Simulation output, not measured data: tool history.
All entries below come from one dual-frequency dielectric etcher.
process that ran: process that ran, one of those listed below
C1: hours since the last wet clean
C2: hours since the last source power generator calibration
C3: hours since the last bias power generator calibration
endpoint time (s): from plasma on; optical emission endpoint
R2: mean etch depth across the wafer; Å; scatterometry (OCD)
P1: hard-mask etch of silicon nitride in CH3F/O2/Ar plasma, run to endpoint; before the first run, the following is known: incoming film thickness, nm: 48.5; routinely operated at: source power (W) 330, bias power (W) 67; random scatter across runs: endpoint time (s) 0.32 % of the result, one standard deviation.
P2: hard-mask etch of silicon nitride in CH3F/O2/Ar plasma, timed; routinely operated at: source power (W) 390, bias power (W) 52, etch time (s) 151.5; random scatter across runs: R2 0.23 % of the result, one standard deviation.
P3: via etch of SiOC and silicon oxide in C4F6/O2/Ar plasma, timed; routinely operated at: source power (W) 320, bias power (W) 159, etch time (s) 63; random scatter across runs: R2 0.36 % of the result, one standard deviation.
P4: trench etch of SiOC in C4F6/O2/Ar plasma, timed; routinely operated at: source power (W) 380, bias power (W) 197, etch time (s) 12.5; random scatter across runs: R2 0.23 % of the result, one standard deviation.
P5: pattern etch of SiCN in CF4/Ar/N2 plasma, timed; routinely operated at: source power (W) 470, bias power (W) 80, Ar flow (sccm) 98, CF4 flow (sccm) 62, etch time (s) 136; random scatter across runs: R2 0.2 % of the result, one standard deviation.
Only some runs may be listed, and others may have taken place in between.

{"run": 1, "day": 0.546, "process that ran": "P1", "source power (W)": 330, "bias power (W)": 67, "C1": 253.9, "C2": 2731.9, "C3": 564.8, "endpoint time (s)": 74.84}
{"run": 2, "day": 0.95, "process that ran": "P4", "source power (W)": 380, "bias power (W)": 272, "etch time (s)": 12.5, "C1": 263.6, "C2": 2741.6, "C3": 574.5, "R2": 297.54}
{"run": 3, "day": 1.512, "process that ran": "P1", "source power (W)": 330, "bias power (W)": 67, "C1": 277.1, "C2": 2755.1, "C3": 588, "endpoint time (s)": 74.992}
{"run": 4, "day": 1.85, "process that ran": "P3", "source power (W)": 320, "bias power (W)": 108, "etch time (s)": 63, "C1": 285.2, "C2": 2763.2, "C3": 596.1, "R2": 544.51}
{"run": 5, "day": 2.396, "process that ran": "P3", "source power (W)": 320, "bias power (W)": 159, "etch time (s)": 63, "C1": 298.3, "C2": 2776.3, "C3": 609.2, "R2": 609.98}
{"day": 2.675, "done": "wet clean of the chamber"}
{"run": 6, "day": 2.892, "process that ran": "P1", "source power (W)": 200, "bias power (W)": 56, "C1": 5.3, "C2": 2788.2, "C3": 621.1, "endpoint time (s)": 96.482}
{"run": 7, "day": 3.304, "process that ran": "P1", "source power (W)": 330, "bias power (W)": 67, "C1": 15.2, "C2": 2798.1, "C3": 631, "endpoint time (s)": 75.183}
{"run": 8, "day": 3.708, "process that ran": "P2", "source power (W)": 390, "bias power (W)": 52, "etch time (s)": 151.5, "C1": 24.9, "C2": 2807.8, "C3": 640.7, "R2": 915.08}
{"run": 9, "day": 4.35, "process that ran": "P5", "source power (W)": 470, "bias power (W)": 80, "etch time (s)": 136, "Ar flow (sccm)": 98, "CF4 flow (sccm)": 62, "C1": 40.3, "C2": 2823.2, "C3": 656.1, "R2": 1234.8}
{"run": 10, "day": 4.817, "process that ran": "P5", "source power (W)": 470, "bias power (W)": 80, "etch time (s)": 103, "Ar flow (sccm)": 98, "CF4 flow (sccm)": 62, "C1": 51.5, "C2": 2834.4, "C3": 667.3, "R2": 933.51}
{"run": 11, "day": 5.488, "process that ran": "P1", "source power (W)": 280, "bias power (W)": 87, "C1": 67.6, "C2": 2850.5, "C3": 683.4, "endpoint time (s)": 72.897}
{"run": 12, "day": 6.067, "process that ran": "P2", "source power (W)": 390, "bias power (W)": 52, "etch time (s)": 198.5, "C1": 81.5, "C2": 2864.4, "C3": 697.3, "R2": 1193.3}
{"run": 13, "day": 6.483, "process that ran": "P1", "source power (W)": 260, "bias power (W)": 67, "C1": 91.5, "C2": 2874.4, "C3": 707.3, "endpoint time (s)": 81.837}
{"run": 14, "day": 7.146, "process that ran": "P1", "source power (W)": 330, "bias power (W)": 46, "C1": 107.4, "C2": 2890.3, "C3": 723.2, "endpoint time (s)": 84.81}
{"run": 15, "day": 7.554, "process that ran": "P1", "source power (W)": 330, "bias power (W)": 67, "C1": 117.2, "C2": 2900.1, "C3": 733, "endpoint time (s)": 75.402}
{"run": 16, "day": 8.179, "process that ran": "P3", "source power (W)": 320, "bias power (W)": 159, "etch time (s)": 63, "C1": 132.2, "C2": 2915.1, "C3": 748, "R2": 615.53}
{"run": 17, "day": 8.521, "process that ran": "P4", "source power (W)": 530, "bias power (W)": 197, "etch time (s)": 12.5, "C1": 140.4, "C2": 2923.3, "C3": 756.2, "R2": 303.83}
{"run": 18, "day": 9.1, "process that ran": "P5", "source power (W)": 270, "bias power (W)": 80, "etch time (s)": 136, "Ar flow (sccm)": 98, "CF4 flow (sccm)": 62, "C1": 154.3, "C2": 2937.2, "C3": 770.1, "R2": 759.79}
{"run": 19, "day": 9.538, "process that ran": "P1", "source power (W)": 330, "bias power (W)": 67, "C1": 164.8, "C2": 2947.7, "C3": 780.6, "endpoint time (s)": 75.187}
{"run": 20, "day": 10.012, "process that ran": "P1", "source power (W)": 330, "bias power (W)": 67, "C1": 176.2, "C2": 2959.1, "C3": 792, "endpoint time (s)": 75.058}
{"run": 21, "day": 10.483, "process that ran": "P5", "source power (W)": 470, "bias power (W)": 80, "etch time (s)": 136, "Ar flow (sccm)": 98, "CF4 flow (sccm)": 62, "C1": 187.5, "C2": 2970.4, "C3": 803.3, "R2": 1231.5}
{"run": 22, "day": 10.912, "process that ran": "P4", "source power (W)": 380, "bias power (W)": 197, "etch time (s)": 16, "C1": 197.8, "C2": 2980.7, "C3": 813.6, "R2": 340.73}
{"run": 23, "day": 11.267, "process that ran": "P1", "source power (W)": 330, "bias power (W)": 81, "C1": 206.3, "C2": 2989.2, "C3": 822.1, "endpoint time (s)": 70.2}
{"run": 24, "day": 11.6, "process that ran": "P1", "source power (W)": 400, "bias power (W)": 67, "C1": 214.3, "C2": 2997.2, "C3": 830.1, "endpoint time (s)": 69.288}
{"run": 25, "day": 12.212, "process that ran": "P2", "source power (W)": 390, "bias power (W)": 65, "etch time (s)": 151.5, "C1": 229, "C2": 3011.9, "C3": 844.8, "R2": 981.96}
{"run": 26, "day": 12.525, "process that ran": "P2", "source power (W)": 300, "bias power (W)": 52, "etch time (s)": 151.5, "C1": 236.5, "C2": 3019.4, "C3": 852.3, "R2": 822.03}
{"run": 27, "day": 12.854, "process that ran": "P4", "source power (W)": 380, "bias power (W)": 197, "etch time (s)": 12.5, "C1": 244.4, "C2": 3027.3, "C3": 860.2, "R2": 266.47}
{"run": 28, "day": 13.296, "process that ran": "P5", "source power (W)": 470, "bias power (W)": 47, "etch time (s)": 136, "Ar flow (sccm)": 98, "CF4 flow (sccm)": 62, "C1": 255, "C2": 3037.9, "C3": 870.8, "R2": 1025.4}
{"run": 29, "day": 13.621, "process that ran": "P3", "source power (W)": 420, "bias power (W)": 159, "etch time (s)": 63, "C1": 262.8, "C2": 3045.7, "C3": 878.6, "R2": 676.8}
{"run": 30, "day": 14.146, "process that ran": "P2", "source power (W)": 390, "bias power (W)": 52, "etch time (s)": 151.5, "C1": 275.4, "C2": 3058.3, "C3": 891.2, "R2": 911.35}
{"run": 31, "day": 14.65, "process that ran": "P5", "source power (W)": 470, "bias power (W)": 80, "etch time (s)": 136, "Ar flow (sccm)": 98, "CF4 flow (sccm)": 79, "C1": 287.5, "C2": 3070.4, "C3": 903.3, "R2": 1276}
{"run": 32, "day": 15.212, "process that ran": "P1", "source power (W)": 330, "bias power (W)": 67, "C1": 301, "C2": 3083.9, "C3": 916.8, "endpoint time (s)": 75.317}
{"run": 33, "day": 15.692, "process that ran": "P3", "source power (W)": 320, "bias power (W)": 159, "etch time (s)": 85.5, "C1": 312.5, "C2": 3095.4, "C3": 928.3, "R2": 826.53}
{"run": 34, "day": 16.275, "process that ran": "P5", "source power (W)": 470, "bias power (W)": 80, "etch time (s)": 136, "Ar flow (sccm)": 116, "CF4 flow (sccm)": 62, "C1": 326.5, "C2": 3109.4, "C3": 942.3, "R2": 1196.4}
{"run": 35, "day": 16.646, "process that ran": "P1", "source power (W)": 230, "bias power (W)": 56, "C1": 335.4, "C2": 3118.3, "C3": 951.2, "endpoint time (s)": 91.789}
{"run": 36, "day": 17.046, "process that ran": "P1", "source power (W)": 330, "bias power (W)": 67, "C1": 345, "C2": 3127.9, "C3": 960.8, "endpoint time (s)": 74.936}
{"run": 37, "day": 17.454, "process that ran": "P1", "source power (W)": 330, "bias power (W)": 67, "C1": 354.8, "C2": 3137.7, "C3": 970.6, "endpoint time (s)": 75.705}
{"run": 38, "day": 18.125, "process that ran": "P1", "source power (W)": 330, "bias power (W)": 67, "C1": 370.9, "C2": 3153.8, "C3": 986.7, "endpoint time (s)": 75.314}
{"run": 39, "day": 18.638, "process that ran": "P1", "source power (W)": 330, "bias power (W)": 67, "C1": 383.2, "C2": 3166.1, "C3": 999, "endpoint time (s)": 75.848}
{"run": 40, "day": 19.025, "process that ran": "P1", "source power (W)": 330, "bias power (W)": 67, "C1": 392.5, "C2": 3175.4, "C3": 1008.3, "endpoint time (s)": 76.146}
{"run": 41, "day": 19.529, "process that ran": "P1", "source power (W)": 330, "bias power (W)": 67, "C1": 404.6, "C2": 3187.5, "C3": 1020.4, "endpoint time (s)": 76.414}
{"day": 19.554, "done": "wet clean of the chamber"}
{"run": 42, "day": 19.854, "process that ran": "P1", "source power (W)": 330, "bias power (W)": 67, "C1": 7.3, "C2": 3195.3, "C3": 1028.2, "endpoint time (s)": 76.213}
{"run": 43, "day": 20.429, "process that ran": "P1", "source power (W)": 330, "bias power (W)": 67, "C1": 21.1, "C2": 3209.1, "C3": 1042, "endpoint time (s)": 75.816}
{"run": 44, "day": 21.104, "process that ran": "P1", "source power (W)": 330, "bias power (W)": 67, "C1": 37.3, "C2": 3225.3, "C3": 1058.2, "endpoint time (s)": 75.735}
{"run": 45, "day": 21.712, "process that ran": "P1", "source power (W)": 330, "bias power (W)": 67, "C1": 51.9, "C2": 3239.9, "C3": 1072.8, "endpoint time (s)": 76.234}
{"run": 46, "day": 22.096, "process that ran": "P1", "source power (W)": 330, "bias power (W)": 67, "C1": 61.1, "C2": 3249.1, "C3": 1082, "endpoint time (s)": 76.126}
{"run": 47, "day": 22.392, "process that ran": "P1", "source power (W)": 330, "bias power (W)": 67, "C1": 68.2, "C2": 3256.2, "C3": 1089.1, "endpoint time (s)": 76.315}

Compared with where it was, what P1 gives has crept away. Each cause listed below fits the log as well as the rest, at the size given for it:
A: source power that arrives under what is set, % = 4.17
B: bias power that arrives under what is set, % = 4.63
Creep in the process output first set in at about day 17.046.
What rules out each remaining cause:
chamber walls in a state that lowers the etch rate, %: its service at day 19.554 followed the start of the drift and did not put the process back to its old value

The check runs listed below each take one wafer, and their results are still question marks. Under which run would the listed causes lead to clearly different results?
{"run": "check 1", "day": 22.688, "process that ran": "P4", "source power (W)": 380, "bias power (W)": 197, "etch time (s)": 12.5, "R2": "?"}
{"run": "check 2", "day": 22.688, "process that ran": "P3", "source power (W)": 320, "bias power (W)": 159, "etch time (s)": 63, "R2": "?"}
{"run": "check 3", "day": 22.688, "process that ran": "P2", "source power (W)": 390, "bias power (W)": 52, "etch time (s)": 151.5, "R2": "?"}
{"run": "check 4", "day": 22.688, "process that ran": "P5", "source power (W)": 470, "bias power (W)": 80, "etch time (s)": 136, "Ar flow (sccm)": 98, "CF4 flow (sccm)": 62, "R2": "?"}

Expected result of each check under each candidate cause:
check=check_1 result=R2 if_A=262.69 if_B=263.01
check=check_2 result=R2 if_A=600.94 if_B=601.84
check=check_3 result=R2 if_A=897.12 if_B=898.5
check=check_4 result=R2 if_A=1188.3 if_B=1212.7
How far apart the two closest causes lie, in the result that separates them most: check 1 0.12 %; check 2 0.15 %; check 3 0.15 %; check 4 2.03 %
Of the check runs offered, only check 4 discriminates between the causes; the rest would read about the same regardless of which cause applies.

Check 4 has now been run. It gave: R2 1212.7 Å. Which of the candidate causes is it?

The correct cause is B, namely: bias power that arrives under what is set, %.
